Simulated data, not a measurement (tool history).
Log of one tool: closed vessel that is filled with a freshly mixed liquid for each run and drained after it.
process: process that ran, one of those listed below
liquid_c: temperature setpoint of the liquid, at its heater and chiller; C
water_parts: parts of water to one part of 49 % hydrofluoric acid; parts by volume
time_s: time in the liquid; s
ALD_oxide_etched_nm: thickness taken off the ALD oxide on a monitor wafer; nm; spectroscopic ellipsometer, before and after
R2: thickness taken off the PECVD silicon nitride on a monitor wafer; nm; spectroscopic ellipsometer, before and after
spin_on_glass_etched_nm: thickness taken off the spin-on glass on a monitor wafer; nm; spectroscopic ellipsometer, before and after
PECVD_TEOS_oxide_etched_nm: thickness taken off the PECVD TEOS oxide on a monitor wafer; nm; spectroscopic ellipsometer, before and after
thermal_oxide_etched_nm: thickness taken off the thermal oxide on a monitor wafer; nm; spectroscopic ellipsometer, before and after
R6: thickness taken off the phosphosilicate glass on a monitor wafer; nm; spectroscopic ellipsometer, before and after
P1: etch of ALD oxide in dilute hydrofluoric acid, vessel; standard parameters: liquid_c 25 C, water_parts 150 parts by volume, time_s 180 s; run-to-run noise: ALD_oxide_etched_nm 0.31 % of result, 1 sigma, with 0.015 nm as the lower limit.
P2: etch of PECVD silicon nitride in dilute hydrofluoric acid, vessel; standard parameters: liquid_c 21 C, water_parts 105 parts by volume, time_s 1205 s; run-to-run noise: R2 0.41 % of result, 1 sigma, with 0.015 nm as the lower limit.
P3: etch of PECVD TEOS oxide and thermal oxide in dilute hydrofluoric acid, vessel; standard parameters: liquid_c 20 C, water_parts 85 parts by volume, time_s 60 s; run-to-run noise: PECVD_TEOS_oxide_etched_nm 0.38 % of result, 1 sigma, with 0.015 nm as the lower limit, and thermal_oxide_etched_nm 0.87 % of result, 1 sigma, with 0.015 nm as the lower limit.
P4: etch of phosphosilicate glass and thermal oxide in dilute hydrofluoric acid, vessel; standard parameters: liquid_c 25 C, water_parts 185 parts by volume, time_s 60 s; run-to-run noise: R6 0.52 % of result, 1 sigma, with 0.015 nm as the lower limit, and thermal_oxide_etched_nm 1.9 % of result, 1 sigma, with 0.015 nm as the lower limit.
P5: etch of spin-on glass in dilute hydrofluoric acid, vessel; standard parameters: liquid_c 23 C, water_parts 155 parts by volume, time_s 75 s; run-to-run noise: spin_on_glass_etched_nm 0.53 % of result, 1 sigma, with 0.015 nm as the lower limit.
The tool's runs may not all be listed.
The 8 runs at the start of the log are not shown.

Run 9, day 4.112: process P1, liquid_c 18 C, water_parts 150 parts by volume, time_s 180 s. Result: ALD_oxide_etched_nm 14.104 nm.
Run 10, day 4.679: process P1, liquid_c 25 C, water_parts 150 parts by volume, time_s 180 s. Result: ALD_oxide_etched_nm 18.43 nm.
Run 11, day 5.096: process P3, liquid_c 20 C, water_parts 130 parts by volume, time_s 60 s. Result: PECVD_TEOS_oxide_etched_nm 5.2038 nm, thermal_oxide_etched_nm 1.82 nm.
Run 12, day 5.688: process P1, liquid_c 25 C, water_parts 150 parts by volume, time_s 180 s. Result: ALD_oxide_etched_nm 18.591 nm.
Run 13, day 6.288: process P3, liquid_c 20 C, water_parts 85 parts by volume, time_s 60 s. Result: PECVD_TEOS_oxide_etched_nm 8.358 nm, thermal_oxide_etched_nm 2.9287 nm.
Run 14, day 6.958: process P1, liquid_c 25 C, water_parts 150 parts by volume, time_s 45 s. Result: ALD_oxide_etched_nm 4.6328 nm.
Run 15, day 7.425: process P4, liquid_c 25 C, water_parts 185 parts by volume, time_s 60 s. Result: thermal_oxide_etched_nm 1.4036 nm, R6 18.871 nm.
Run 16, day 7.896: process P1, liquid_c 25 C, water_parts 150 parts by volume, time_s 180 s. Result: ALD_oxide_etched_nm 18.43 nm.
Run 17, day 8.525: process P1, liquid_c 25 C, water_parts 55 parts by volume, time_s 180 s. Result: ALD_oxide_etched_nm 57.325 nm.
Run 18, day 9.183: process P5, liquid_c 29 C, water_parts 155 parts by volume, time_s 75 s. Result: spin_on_glass_etched_nm 16.383 nm.
Run 19, day 9.733: process P2, liquid_c 21 C, water_parts 105 parts by volume, time_s 1205 s. Result: R2 19.896 nm.
Run 20, day 10.075: process P4, liquid_c 25 C, water_parts 325 parts by volume, time_s 60 s. Result: thermal_oxide_etched_nm 0.66884 nm, R6 9.2908 nm.
Run 21, day 10.4: process P3, liquid_c 27 C, water_parts 85 parts by volume, time_s 60 s. Result: PECVD_TEOS_oxide_etched_nm 11.153 nm, thermal_oxide_etched_nm 3.9709 nm.
Run 22, day 10.758: process P1, liquid_c 29.5 C, water_parts 150 parts by volume, time_s 180 s. Result: ALD_oxide_etched_nm 21.903 nm.
Run 23, day 11.329: process P4, liquid_c 25 C, water_parts 185 parts by volume, time_s 100 s. Result: thermal_oxide_etched_nm 2.3123 nm, R6 31.508 nm.
Run 24, day 11.783: process P5, liquid_c 23 C, water_parts 155 parts by volume, time_s 145 s. Result: spin_on_glass_etched_nm 25.462 nm.
Run 25, day 12.142: process P5, liquid_c 23 C, water_parts 290 parts by volume, time_s 75 s. Result: spin_on_glass_etched_nm 6.1681 nm.
Run 26, day 12.65: process P4, liquid_c 17.5 C, water_parts 185 parts by volume, time_s 60 s. Result: thermal_oxide_etched_nm 1.0864 nm, R6 14.012 nm.
Run 27, day 13.012: process P1, liquid_c 21.5 C, water_parts 150 parts by volume, time_s 340 s. Result: ALD_oxide_etched_nm 30.475 nm.
Run 28, day 13.408: process P4, liquid_c 25 C, water_parts 185 parts by volume, time_s 60 s. Result: thermal_oxide_etched_nm 1.4008 nm, R6 18.979 nm.
Run 29, day 13.812: process P2, liquid_c 29 C, water_parts 105 parts by volume, time_s 1205 s. Result: R2 33.652 nm.
Run 30, day 14.188: process P1, liquid_c 25 C, water_parts 150 parts by volume, time_s 180 s. Result: ALD_oxide_etched_nm 18.478 nm.
Run 31, day 14.638: process P1, liquid_c 25 C, water_parts 150 parts by volume, time_s 180 s. Result: ALD_oxide_etched_nm 18.35 nm.

The next listed run, before its measurement:
Run 32, day 15.212: process P1, liquid_c 25 C, water_parts 150 parts by volume, time_s 180 s. Result: ALD_oxide_etched_nm ?.

For run 32 the tool returned ALD_oxide_etched_nm 19.287 nm.
